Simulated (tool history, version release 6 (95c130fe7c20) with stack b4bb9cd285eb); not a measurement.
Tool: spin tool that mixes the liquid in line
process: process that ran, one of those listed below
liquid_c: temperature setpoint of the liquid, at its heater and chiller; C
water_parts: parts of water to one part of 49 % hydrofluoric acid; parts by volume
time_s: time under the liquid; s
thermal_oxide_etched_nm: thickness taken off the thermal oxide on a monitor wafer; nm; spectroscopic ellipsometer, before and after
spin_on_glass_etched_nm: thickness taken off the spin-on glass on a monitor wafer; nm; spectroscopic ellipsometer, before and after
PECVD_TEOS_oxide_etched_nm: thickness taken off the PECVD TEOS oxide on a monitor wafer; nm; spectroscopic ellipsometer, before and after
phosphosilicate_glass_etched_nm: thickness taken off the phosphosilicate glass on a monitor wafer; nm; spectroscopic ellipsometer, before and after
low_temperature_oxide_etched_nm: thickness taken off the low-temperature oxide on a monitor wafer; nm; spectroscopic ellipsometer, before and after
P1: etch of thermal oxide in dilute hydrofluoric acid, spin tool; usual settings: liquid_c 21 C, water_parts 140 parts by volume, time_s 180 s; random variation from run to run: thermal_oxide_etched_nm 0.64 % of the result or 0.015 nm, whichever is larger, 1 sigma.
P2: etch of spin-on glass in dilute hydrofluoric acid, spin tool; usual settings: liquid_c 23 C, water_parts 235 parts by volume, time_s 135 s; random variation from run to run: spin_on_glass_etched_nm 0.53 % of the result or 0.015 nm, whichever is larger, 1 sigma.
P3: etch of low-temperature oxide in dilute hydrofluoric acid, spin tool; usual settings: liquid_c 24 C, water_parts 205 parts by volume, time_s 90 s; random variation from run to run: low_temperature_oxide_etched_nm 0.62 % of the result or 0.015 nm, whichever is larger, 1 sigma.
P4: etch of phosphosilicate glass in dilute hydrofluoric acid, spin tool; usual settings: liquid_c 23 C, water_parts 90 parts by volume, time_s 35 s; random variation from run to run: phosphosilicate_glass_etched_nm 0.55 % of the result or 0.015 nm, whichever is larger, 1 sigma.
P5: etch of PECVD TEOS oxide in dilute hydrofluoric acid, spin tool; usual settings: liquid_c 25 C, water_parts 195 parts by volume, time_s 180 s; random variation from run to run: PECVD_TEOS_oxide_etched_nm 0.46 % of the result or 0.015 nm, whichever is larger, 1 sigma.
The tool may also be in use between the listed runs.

run   hour  process  liquid_c  water_parts  time_s  thermal_oxide_etched_nm  spin_on_glass_etched_nm  PECVD_TEOS_oxide_etched_nm  phosphosilicate_glass_etched_nm  low_temperature_oxide_etched_nm
  1    7.1       P1        21          140     180                   4.9764
  2   13.4       P1        21          140     180                   5.0246
  3     21       P2        23          235     135                                            9.7061
  4   33.5       P2        23           90     135                                            29.478
  5   40.7       P1        21          140     180                   5.0573
  6   47.6       P5        25           35     180                                                                        90.567
  7   55.2       P4        23           90      35                                                                                                         38.644
  8   69.7       P1        21          140     180                   5.0114
  9   78.7       P5      18.5          195     180                                                                         10.37
 10   92.1       P2      17.5          235     135                                            7.9339
 11  102.1       P5        25          195      15                                                                        1.1447
 12  113.3       P3        24          205      90                                                                                                                                          4.0741
 13  126.3       P1      28.5          140     180                   6.6426
 14  137.2       P1        21           80     180                   9.3103
 15  145.3       P1        21          240     180                   2.6123
 16  154.4       P1        21          140      30                  0.82775
 17  162.5       P1        17           95     180                   6.5484
 18  173.3       P3        32          205      90                                                                                                                                          5.4753
 19  186.5       P2        23          235      25                                            1.7818
 20    194       P1        21          140     355                   9.8116
 21  201.9       P3        24          205     135                                                                                                                                          6.0953
 22  213.8       P4        23           50      35                                                                                                         73.924
 23  226.2       P5        25          195     180                                                                        13.295
 24  236.2       P3        24          365      90                                                                                                                                          1.9516
 25  244.4       P2        23          235     135                                            9.7086
 26  257.3       P1        17          140     180                   4.2515
 27  270.2       P1        21          190     295                   5.7727
 28  284.6       P5        25          195     180                                                                        13.363
 29    294       P4        23           90      15                                                                                                         16.671
 30  302.5       P4        31           90      35                                                                                                         52.629
 31  314.2       P1        21           40      15                   1.5994
 32  323.7       P1        21          140     180                   4.9814
 33  334.6       P1        21          140     180                   4.8147
 34    348       P1        21          140     180                   4.5968
 35  361.5       P1        21          140     180                   4.5802
 36  370.2       P1        21          140     180                   4.5795
 37  377.6       P1        21          140     180                   4.5682
 38  384.1       P1        21          140     180                   4.5256
 39    391       P1        21          140     180                    4.593

What P1 gives has crept away from where it was. These 2 causes fit the log equally well, each at the size given:
A: hydrofluoric acid flow below the setpoint (%) = 7.51
B: liquid colder than its thermometer reads (K) = 2.26
The creep began at about hour 323.7.

4 check runs are offered, each on 3 wafers whose results are averaged, their results left as question marks. Which one tells the causes apart?
check 1  397.9       P4      28.5           90      35                                                                                                              ?
check 2  397.9       P3      30.5          340      90                                                                                                                                               ?
check 3  397.9       P2      18.5          145     135                                                 ?
check 4  397.9       P5        25          135     180                                                                             ?

What each check would give under each cause:
  check                           result    if A    if B
check 1  phosphosilicate_glass_etched_nm  44.349  44.378
check 2  low_temperature_oxide_etched_nm  2.3933  2.4801
check 3          spin_on_glass_etched_nm  13.135    13.1
check 4       PECVD_TEOS_oxide_etched_nm  18.871  18.939
How far apart the two closest causes lie, in the result that separates them most: check 1 0.06 %; check 2 3.56 %; check 3 0.27 %; check 4 0.36 %
Check 2 tells the causes apart: in the others they would give nearly the same result.

Then check 2 was run and gave: low_temperature_oxide_etched_nm 2.3898 nm. Which cause is it?

It is A: hydrofluoric acid flow below the setpoint (%).

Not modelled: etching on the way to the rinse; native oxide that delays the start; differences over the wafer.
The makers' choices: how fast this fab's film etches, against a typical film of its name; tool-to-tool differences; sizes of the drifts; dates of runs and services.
